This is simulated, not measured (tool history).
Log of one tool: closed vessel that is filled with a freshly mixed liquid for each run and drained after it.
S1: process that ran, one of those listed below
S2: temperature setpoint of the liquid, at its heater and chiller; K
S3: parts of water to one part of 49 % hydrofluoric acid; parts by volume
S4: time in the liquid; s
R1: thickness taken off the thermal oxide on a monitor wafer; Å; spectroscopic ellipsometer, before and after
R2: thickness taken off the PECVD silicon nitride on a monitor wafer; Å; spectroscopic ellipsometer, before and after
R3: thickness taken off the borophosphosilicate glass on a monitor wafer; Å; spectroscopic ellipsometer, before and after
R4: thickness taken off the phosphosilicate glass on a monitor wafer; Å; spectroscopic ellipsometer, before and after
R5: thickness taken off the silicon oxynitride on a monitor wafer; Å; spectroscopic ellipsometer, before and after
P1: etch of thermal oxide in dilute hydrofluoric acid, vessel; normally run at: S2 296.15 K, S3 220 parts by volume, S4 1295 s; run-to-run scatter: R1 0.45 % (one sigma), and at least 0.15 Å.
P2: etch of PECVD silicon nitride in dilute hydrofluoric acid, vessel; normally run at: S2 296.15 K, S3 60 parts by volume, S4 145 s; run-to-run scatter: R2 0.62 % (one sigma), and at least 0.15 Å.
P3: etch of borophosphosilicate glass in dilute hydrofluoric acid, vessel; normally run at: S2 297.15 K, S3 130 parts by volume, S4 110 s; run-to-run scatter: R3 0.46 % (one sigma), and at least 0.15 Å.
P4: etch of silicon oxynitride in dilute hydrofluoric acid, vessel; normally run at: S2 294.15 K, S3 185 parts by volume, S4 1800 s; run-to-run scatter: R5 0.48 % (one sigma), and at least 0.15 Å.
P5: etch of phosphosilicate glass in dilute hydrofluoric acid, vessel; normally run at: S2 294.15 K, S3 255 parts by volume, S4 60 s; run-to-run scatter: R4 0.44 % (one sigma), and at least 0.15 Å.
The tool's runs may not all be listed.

run,hour,S1,S2,S3,S4,R1,R2,R3,R4,R5
1,7.2,P1,296.15,220,1295,232.750,,,,
2,17.7,P2,296.15,95,145,,27.749,,,
3,24.1,P1,292.15,220,575,89.482,,,,
4,31.1,P3,297.15,130,220,,,1143.00,,
5,38.6,P3,297.15,130,110,,,568.57,,
6,44.3,P5,294.15,130,60,,,,298.23,
7,55.6,P1,296.15,220,300,54.649,,,,
8,66.7,P1,296.15,220,1295,234.930,,,,
9,75.1,P2,290.15,60,145,,28.262,,,
10,80.4,P4,294.15,110,1800,,,,,204.6200
11,86.1,P1,291.15,220,1295,193.980,,,,
12,92.2,P1,296.15,220,1295,235.080,,,,
13,98.0,P1,296.15,75,1295,801.110,,,,
14,105.2,P4,294.15,185,30,,,,,2.0482
15,111.3,P1,300.15,220,1295,270.450,,,,
16,119.1,P1,296.15,220,1950,351.610,,,,
17,126.8,P1,296.15,220,1295,233.270,,,,
18,133.6,P3,297.15,55,110,,,1481.20,,
19,144.4,P3,301.15,130,110,,,661.50,,
20,153.7,P1,296.15,220,1295,233.940,,,,
21,160.8,P5,294.15,255,60,,,,135.04,
22,166.5,P2,296.15,60,145,,43.371,,,
23,174.6,P1,303.65,335,1295,177.350,,,,
24,181.2,P5,301.65,255,60,,,,174.97,
25,187.2,P2,296.15,60,65,,19.073,,,
26,197.4,P1,296.15,335,1295,137.100,,,,
27,206.9,P1,296.15,100,2205,1002.600,,,,
28,217.3,P3,297.15,130,110,,,568.01,,
29,223.0,P5,294.15,255,30,,,,66.20,
30,233.3,P1,296.15,220,1295,233.860,,,,
31,243.5,P4,294.15,185,1800,,,,,113.8700
32,254.8,P4,299.15,185,1800,,,,,144.7200
33,260.3,P5,294.15,255,60,,,,133.78,
34,266.0,P1,296.15,220,1295,234.750,,,,
35,275.0,P1,296.15,220,1295,223.390,,,,
36,284.0,P1,296.15,220,1295,219.450,,,,
37,294.3,P1,296.15,220,1295,216.080,,,,
38,303.7,P1,296.15,220,1295,214.880,,,,
39,314.5,P1,296.15,220,1295,215.400,,,,
40,321.4,P1,296.15,220,1295,214.700,,,,

What P1 gives has crept away from where it was. These 2 causes fit the log equally well, each at the size given:
A: hydrofluoric acid flow below the setpoint (%) = 6.83
B: liquid colder than its thermometer reads (K) = 2.34
The creep began at about hour 266.0.

4 check runs are offered, one wafer each, their results left as question marks. Which one tells the causes apart?
check 1,328.3,P2,296.15,90,145,,?,,,
check 2,328.3,P3,301.15,130,110,,,?,,
check 3,328.3,P5,301.15,255,60,,,,?,
check 4,328.3,P4,298.15,185,170,,,,,?

What each check would give under each cause:
check,result,if A,if B
check 1,R2,26.981,24.708
check 2,R3,608.79,605.57
check 3,R4,156.86,158.51
check 4,R5,11.9720,11.6870
How far apart the two closest causes lie, in the result that separates them most: check 1 8.8 %; check 2 0.53 %; check 3 1.05 %; check 4 2.41 %
Check 1 tells the causes apart: in the others they would give nearly the same result.

Then check 1 was run and gave: R2 26.951 Å. Which cause is it?

It is A: hydrofluoric acid flow below the setpoint (%).
